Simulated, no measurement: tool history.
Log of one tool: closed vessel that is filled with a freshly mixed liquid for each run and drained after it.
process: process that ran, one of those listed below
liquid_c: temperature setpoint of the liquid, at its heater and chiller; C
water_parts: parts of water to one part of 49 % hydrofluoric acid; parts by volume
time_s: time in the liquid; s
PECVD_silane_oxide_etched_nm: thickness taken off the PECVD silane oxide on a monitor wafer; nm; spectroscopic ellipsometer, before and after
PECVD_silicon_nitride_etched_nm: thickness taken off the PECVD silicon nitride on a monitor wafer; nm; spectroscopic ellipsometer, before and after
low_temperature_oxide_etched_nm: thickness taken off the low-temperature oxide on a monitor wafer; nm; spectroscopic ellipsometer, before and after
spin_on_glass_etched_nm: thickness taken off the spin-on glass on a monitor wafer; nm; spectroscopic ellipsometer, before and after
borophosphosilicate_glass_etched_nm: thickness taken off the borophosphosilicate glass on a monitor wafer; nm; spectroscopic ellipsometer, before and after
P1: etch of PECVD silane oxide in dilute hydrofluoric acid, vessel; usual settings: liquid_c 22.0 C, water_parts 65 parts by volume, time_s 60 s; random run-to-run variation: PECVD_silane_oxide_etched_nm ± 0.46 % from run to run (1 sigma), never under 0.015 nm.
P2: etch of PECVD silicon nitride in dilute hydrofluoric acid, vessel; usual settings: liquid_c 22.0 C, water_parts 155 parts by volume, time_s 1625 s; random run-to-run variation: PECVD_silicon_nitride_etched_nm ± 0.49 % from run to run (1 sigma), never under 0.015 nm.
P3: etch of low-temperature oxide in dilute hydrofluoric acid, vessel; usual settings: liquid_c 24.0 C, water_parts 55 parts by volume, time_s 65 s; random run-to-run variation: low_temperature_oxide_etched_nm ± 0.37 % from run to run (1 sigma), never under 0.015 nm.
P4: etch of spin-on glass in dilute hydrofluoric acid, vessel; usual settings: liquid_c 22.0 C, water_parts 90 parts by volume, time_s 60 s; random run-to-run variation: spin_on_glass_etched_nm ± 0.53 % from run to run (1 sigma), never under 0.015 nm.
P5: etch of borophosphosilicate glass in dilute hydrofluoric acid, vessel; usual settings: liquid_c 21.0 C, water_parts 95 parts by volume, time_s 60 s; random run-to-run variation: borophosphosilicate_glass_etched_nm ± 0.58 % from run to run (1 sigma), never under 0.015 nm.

| run | hour | process | liquid_c | water_parts | time_s | PECVD_silane_oxide_etched_nm | PECVD_silicon_nitride_etched_nm | low_temperature_oxide_etched_nm | spin_on_glass_etched_nm | borophosphosilicate_glass_etched_nm |
|---|---|---|---|---|---|---|---|---|---|---|
| 1 | 13.1 | P1 | 22.0 | 65 | 60 | 20.287 |  |  |  |  |
| 2 | 24.5 | P1 | 22.0 | 65 | 60 | 20.398 |  |  |  |  |
| 3 | 32.6 | P1 | 26.5 | 65 | 60 | 24.550 |  |  |  |  |
| 4 | 39.6 | P2 | 22.0 | 155 | 65 |  | 0.61232 |  |  |  |
| 5 | 52.7 | P1 | 22.0 | 65 | 30 | 10.176 |  |  |  |  |
| 6 | 63.6 | P3 | 24.0 | 55 | 30 |  |  | 10.883 |  |  |
| 7 | 73.4 | P1 | 22.0 | 20 | 60 | 70.562 |  |  |  |  |
| 8 | 88.0 | P1 | 22.0 | 65 | 60 | 20.437 |  |  |  |  |
| 9 | 98.6 | P3 | 24.0 | 55 | 65 |  |  | 23.865 |  |  |
| 10 | 109.1 | P1 | 22.0 | 65 | 90 | 30.719 |  |  |  |  |
| 11 | 117.1 | P1 | 22.0 | 65 | 60 | 20.459 |  |  |  |  |
| 12 | 128.4 | P3 | 29.0 | 55 | 65 |  |  | 29.103 |  |  |
| 13 | 136.4 | P2 | 22.0 | 50 | 1625 |  | 47.82400 |  |  |  |
| 14 | 150.0 | P4 | 22.0 | 90 | 60 |  |  |  | 23.933 |  |
| 15 | 161.4 | P4 | 22.0 | 90 | 60 |  |  |  | 23.769 |  |
| 16 | 173.7 | P1 | 17.0 | 65 | 60 | 16.697 |  |  |  |  |
| 17 | 183.3 | P4 | 22.0 | 145 | 60 |  |  |  | 13.857 |  |
| 18 | 191.4 | P1 | 22.0 | 95 | 60 | 13.495 |  |  |  |  |
| 19 | 201.9 | P4 | 17.0 | 90 | 60 |  |  |  | 19.340 |  |
| 20 | 214.3 | P2 | 17.5 | 155 | 1625 |  | 11.54900 |  |  |  |
| 21 | 228.2 | P5 | 17.0 | 95 | 60 |  |  |  |  | 17.734 |
| 22 | 235.2 | P5 | 21.0 | 150 | 60 |  |  |  |  | 12.618 |
| 23 | 242.9 | P2 | 22.0 | 155 | 1625 |  | 15.66300 |  |  |  |
| 24 | 254.9 | P3 | 24.0 | 20 | 65 |  |  | 68.325 |  |  |
| 25 | 263.3 | P5 | 21.0 | 95 | 60 |  |  |  |  | 20.744 |
| 26 | 277.9 | P5 | 21.0 | 95 | 60 |  |  |  |  | 21.047 |
| 27 | 286.2 | P1 | 27.5 | 25 | 60 | 69.967 |  |  |  |  |
| 28 | 297.5 | P1 | 26.0 | 65 | 105 | 41.920 |  |  |  |  |
| 29 | 305.1 | P1 | 22.0 | 65 | 60 | 20.421 |  |  |  |  |
| 30 | 320.2 | P4 | 22.0 | 90 | 35 |  |  |  | 13.943 |  |
| 31 | 334.9 | P5 | 21.0 | 95 | 100 |  |  |  |  | 35.139 |
| 32 | 342.6 | P1 | 28.5 | 65 | 30 | 13.361 |  |  |  |  |
| 33 | 352.2 | P2 | 22.0 | 155 | 1625 |  | 15.60300 |  |  |  |
| 34 | 358.9 | P1 | 22.0 | 65 | 60 | 20.413 |  |  |  |  |
| 35 | 372.1 | P1 | 22.0 | 65 | 60 | 21.595 |  |  |  |  |
| 36 | 385.4 | P1 | 22.0 | 65 | 60 | 22.005 |  |  |  |  |
| 37 | 392.1 | P1 | 22.0 | 65 | 60 | 21.988 |  |  |  |  |
| 38 | 404.6 | P1 | 22.0 | 65 | 60 | 22.271 |  |  |  |  |
| 39 | 419.4 | P1 | 22.0 | 65 | 60 | 22.335 |  |  |  |  |
| 40 | 427.3 | P1 | 22.0 | 65 | 60 | 22.585 |  |  |  |  |
| 41 | 437.4 | P1 | 22.0 | 65 | 60 | 22.599 |  |  |  |  |

P1 has crept away from where it was. The log is fitted equally well by each of these 2 causes, at the sizes shown:
A: hydrofluoric acid flow above the setpoint (%) = 9.33
B: liquid hotter than its thermometer reads (K) = 2.35
The creep began at about hour 358.9.

Of the 4 check runs listed below, each run on one wafer and each result written as a question mark, which would let you distinguish the listed causes because they would give clearly different results?
| check 1 | 447.5 | P3 | 24.0 | 55 | 65 |  |  | ? |  |  |
| check 2 | 447.5 | P5 | 21.0 | 95 | 60 |  |  |  |  | ? |
| check 3 | 447.5 | P4 | 22.0 | 90 | 60 |  |  |  | ? |  |
| check 4 | 447.5 | P2 | 22.0 | 155 | 1625 |  | ? |  |  |  |

Predicted outcomes, by check and by cause:
| check | result | if A | if B |
|---|---|---|---|
| check 1 | low_temperature_oxide_etched_nm | 26.153 | 26.155 |
| check 2 | borophosphosilicate_glass_etched_nm | 23.232 | 23.148 |
| check 3 | spin_on_glass_etched_nm | 26.328 | 26.225 |
| check 4 | PECVD_silicon_nitride_etched_nm | 17.12200 | 18.26900 |
Per check, the gap between the least separated pair of causes, taken in the result that splits them most: check 1 0.01 %; check 2 0.37 %; check 3 0.39 %; check 4 6.48 %
Check 4 is the one run that separates the causes; every other check would come out nearly the same whichever cause is at work.

Here is what check 4 returned: PECVD_silicon_nitride_etched_nm 18.14900 nm. Which cause is it?

Of the candidate causes, it is B: liquid hotter than its thermometer reads (K).
